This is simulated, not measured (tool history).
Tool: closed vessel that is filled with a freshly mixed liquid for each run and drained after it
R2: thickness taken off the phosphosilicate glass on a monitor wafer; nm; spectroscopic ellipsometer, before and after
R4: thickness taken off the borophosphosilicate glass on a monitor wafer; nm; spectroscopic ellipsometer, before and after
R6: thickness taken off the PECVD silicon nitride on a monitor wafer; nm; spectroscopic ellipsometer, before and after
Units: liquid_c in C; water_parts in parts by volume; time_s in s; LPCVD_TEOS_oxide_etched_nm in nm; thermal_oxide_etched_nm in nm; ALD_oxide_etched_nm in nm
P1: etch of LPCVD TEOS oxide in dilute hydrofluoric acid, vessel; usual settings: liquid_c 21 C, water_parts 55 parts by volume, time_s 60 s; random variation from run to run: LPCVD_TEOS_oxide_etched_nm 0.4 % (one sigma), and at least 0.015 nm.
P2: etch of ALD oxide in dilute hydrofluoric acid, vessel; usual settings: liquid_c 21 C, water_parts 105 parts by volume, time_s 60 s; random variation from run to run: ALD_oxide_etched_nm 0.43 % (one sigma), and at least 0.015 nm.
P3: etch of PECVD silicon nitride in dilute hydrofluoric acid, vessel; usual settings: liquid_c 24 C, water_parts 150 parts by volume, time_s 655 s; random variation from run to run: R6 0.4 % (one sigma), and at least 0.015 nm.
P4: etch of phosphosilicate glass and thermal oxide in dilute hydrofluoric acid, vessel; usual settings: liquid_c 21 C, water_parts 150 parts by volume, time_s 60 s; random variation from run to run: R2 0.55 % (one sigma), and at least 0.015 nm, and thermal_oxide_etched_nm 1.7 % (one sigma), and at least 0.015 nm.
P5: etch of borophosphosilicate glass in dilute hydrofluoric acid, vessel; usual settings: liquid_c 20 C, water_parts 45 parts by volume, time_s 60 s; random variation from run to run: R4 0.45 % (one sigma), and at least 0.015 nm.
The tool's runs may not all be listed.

run 1 hour=3.3 | process=P1 liquid_c=21 water_parts=55 time_s=60 | LPCVD_TEOS_oxide_etched_nm=28.243
run 2 hour=7.1 | process=P1 liquid_c=21 water_parts=100 time_s=60 | LPCVD_TEOS_oxide_etched_nm=14.68
run 3 hour=9.4 | process=P1 liquid_c=21 water_parts=55 time_s=95 | LPCVD_TEOS_oxide_etched_nm=44.661
run 4 hour=11.7 | process=P4 liquid_c=21 water_parts=150 time_s=30 | R2=26.39 thermal_oxide_etched_nm=0.74404
run 5 hour=14.6 | process=P1 liquid_c=21 water_parts=100 time_s=100 | LPCVD_TEOS_oxide_etched_nm=24.734
run 6 hour=16.6 | process=P1 liquid_c=21 water_parts=55 time_s=60 | LPCVD_TEOS_oxide_etched_nm=28.483
run 7 hour=20.2 | process=P1 liquid_c=29.5 water_parts=55 time_s=60 | LPCVD_TEOS_oxide_etched_nm=39.811
-- hour=23.3 thermometer replaced
run 8 hour=23.8 | process=P5 liquid_c=20 water_parts=45 time_s=60 | R4=69.911
run 9 hour=25.8 | process=P5 liquid_c=20 water_parts=65 time_s=60 | R4=47.131
run 10 hour=28.5 | process=P2 liquid_c=21 water_parts=105 time_s=60 | ALD_oxide_etched_nm=11.969
run 11 hour=32.8 | process=P1 liquid_c=25.5 water_parts=55 time_s=30 | LPCVD_TEOS_oxide_etched_nm=17.078
run 12 hour=36.7 | process=P4 liquid_c=21 water_parts=150 time_s=60 | R2=53.265 thermal_oxide_etched_nm=1.5303
run 13 hour=41.1 | process=P1 liquid_c=17 water_parts=55 time_s=60 | LPCVD_TEOS_oxide_etched_nm=23.807
run 14 hour=44.3 | process=P1 liquid_c=21 water_parts=55 time_s=60 | LPCVD_TEOS_oxide_etched_nm=28.149
run 15 hour=46.9 | process=P4 liquid_c=21 water_parts=90 time_s=60 | R2=94.815 thermal_oxide_etched_nm=2.6904
run 16 hour=50.3 | process=P3 liquid_c=24 water_parts=220 time_s=655 | R6=6.5778
run 17 hour=54.4 | process=P1 liquid_c=21 water_parts=55 time_s=60 | LPCVD_TEOS_oxide_etched_nm=28.299
run 18 hour=57.2 | process=P1 liquid_c=21 water_parts=55 time_s=60 | LPCVD_TEOS_oxide_etched_nm=28.309
run 19 hour=61.5 | process=P5 liquid_c=20 water_parts=45 time_s=30 | R4=35.198
run 20 hour=64.5 | process=P3 liquid_c=24 water_parts=150 time_s=655 | R6=9.5935
run 21 hour=68.2 | process=P4 liquid_c=27 water_parts=150 time_s=60 | R2=66.834 thermal_oxide_etched_nm=1.9264
run 22 hour=71.9 | process=P1 liquid_c=21 water_parts=20 time_s=60 | LPCVD_TEOS_oxide_etched_nm=81.738
run 23 hour=75 | process=P1 liquid_c=21 water_parts=55 time_s=30 | LPCVD_TEOS_oxide_etched_nm=14.217
run 24 hour=78 | process=P2 liquid_c=21 water_parts=105 time_s=95 | ALD_oxide_etched_nm=18.76
run 25 hour=81.9 | process=P3 liquid_c=24 water_parts=150 time_s=355 | R6=5.2136
run 26 hour=85.9 | process=P1 liquid_c=24.5 water_parts=55 time_s=95 | LPCVD_TEOS_oxide_etched_nm=51.99
run 27 hour=89.9 | process=P2 liquid_c=17 water_parts=105 time_s=60 | ALD_oxide_etched_nm=10.131
run 28 hour=92.5 | process=P5 liquid_c=20 water_parts=45 time_s=60 | R4=70.272
run 29 hour=96.9 | process=P1 liquid_c=21 water_parts=55 time_s=60 | LPCVD_TEOS_oxide_etched_nm=28.37
run 30 hour=99.6 | process=P5 liquid_c=27 water_parts=45 time_s=60 | R4=93.39
run 31 hour=101.7 | process=P3 liquid_c=19 water_parts=150 time_s=655 | R6=6.9032
run 32 hour=104.1 | process=P2 liquid_c=21 water_parts=145 time_s=60 | ALD_oxide_etched_nm=8.2276
run 33 hour=107.4 | process=P2 liquid_c=21 water_parts=105 time_s=60 | ALD_oxide_etched_nm=11.946
run 34 hour=111.1 | process=P1 liquid_c=21 water_parts=55 time_s=60 | LPCVD_TEOS_oxide_etched_nm=28.233
run 35 hour=114.1 | process=P1 liquid_c=21 water_parts=55 time_s=60 | LPCVD_TEOS_oxide_etched_nm=27.203
run 36 hour=116.5 | process=P1 liquid_c=21 water_parts=55 time_s=60 | LPCVD_TEOS_oxide_etched_nm=26.612
run 37 hour=119.8 | process=P1 liquid_c=21 water_parts=55 time_s=60 | LPCVD_TEOS_oxide_etched_nm=26.505
run 38 hour=121.9 | process=P1 liquid_c=21 water_parts=55 time_s=60 | LPCVD_TEOS_oxide_etched_nm=26.443
run 39 hour=123.9 | process=P1 liquid_c=21 water_parts=55 time_s=60 | LPCVD_TEOS_oxide_etched_nm=26.291
run 40 hour=127.1 | process=P1 liquid_c=21 water_parts=55 time_s=60 | LPCVD_TEOS_oxide_etched_nm=26.544

What P1 gives has crept away from where it was. These 2 causes fit the log equally well, each at the size given:
A: liquid colder than its thermometer reads (K) = 1.61
B: hydrofluoric acid flow below the setpoint (%) = 6.17
The creep began at about hour 111.1.

4 check runs are offered, one wafer each, their results left as question marks. Which one tells the causes apart?
run check 1 hour=130.3 | process=P4 liquid_c=21 water_parts=150 time_s=60 | R2=? thermal_oxide_etched_nm=?
run check 2 hour=130.3 | process=P2 liquid_c=21 water_parts=105 time_s=60 | ALD_oxide_etched_nm=?
run check 3 hour=130.3 | process=P5 liquid_c=20 water_parts=45 time_s=60 | R4=?
run check 4 hour=130.3 | process=P3 liquid_c=24 water_parts=150 time_s=655 | R6=?

What each check would give under each cause:
check=check_1 result=R2 if_A=49.718 if_B=49.216
check=check_1 result=thermal_oxide_etched_nm if_A=1.4384 if_B=1.4239
check=check_2 result=ALD_oxide_etched_nm if_A=11.174 if_B=11.111
check=check_3 result=R4 if_A=65.472 if_B=65.589
check=check_4 result=R6 if_A=8.6274 if_B=8.9939
How far apart the two closest causes lie, in the result that separates them most: check 1 1.02 %; check 2 0.56 %; check 3 0.18 %; check 4 4.16 %
Check 4 tells the causes apart: in the others they would give nearly the same result.

Check 4 was then run and gave: R6 8.9876 nm. Which cause is it?

It is B: hydrofluoric acid flow below the setpoint (%).

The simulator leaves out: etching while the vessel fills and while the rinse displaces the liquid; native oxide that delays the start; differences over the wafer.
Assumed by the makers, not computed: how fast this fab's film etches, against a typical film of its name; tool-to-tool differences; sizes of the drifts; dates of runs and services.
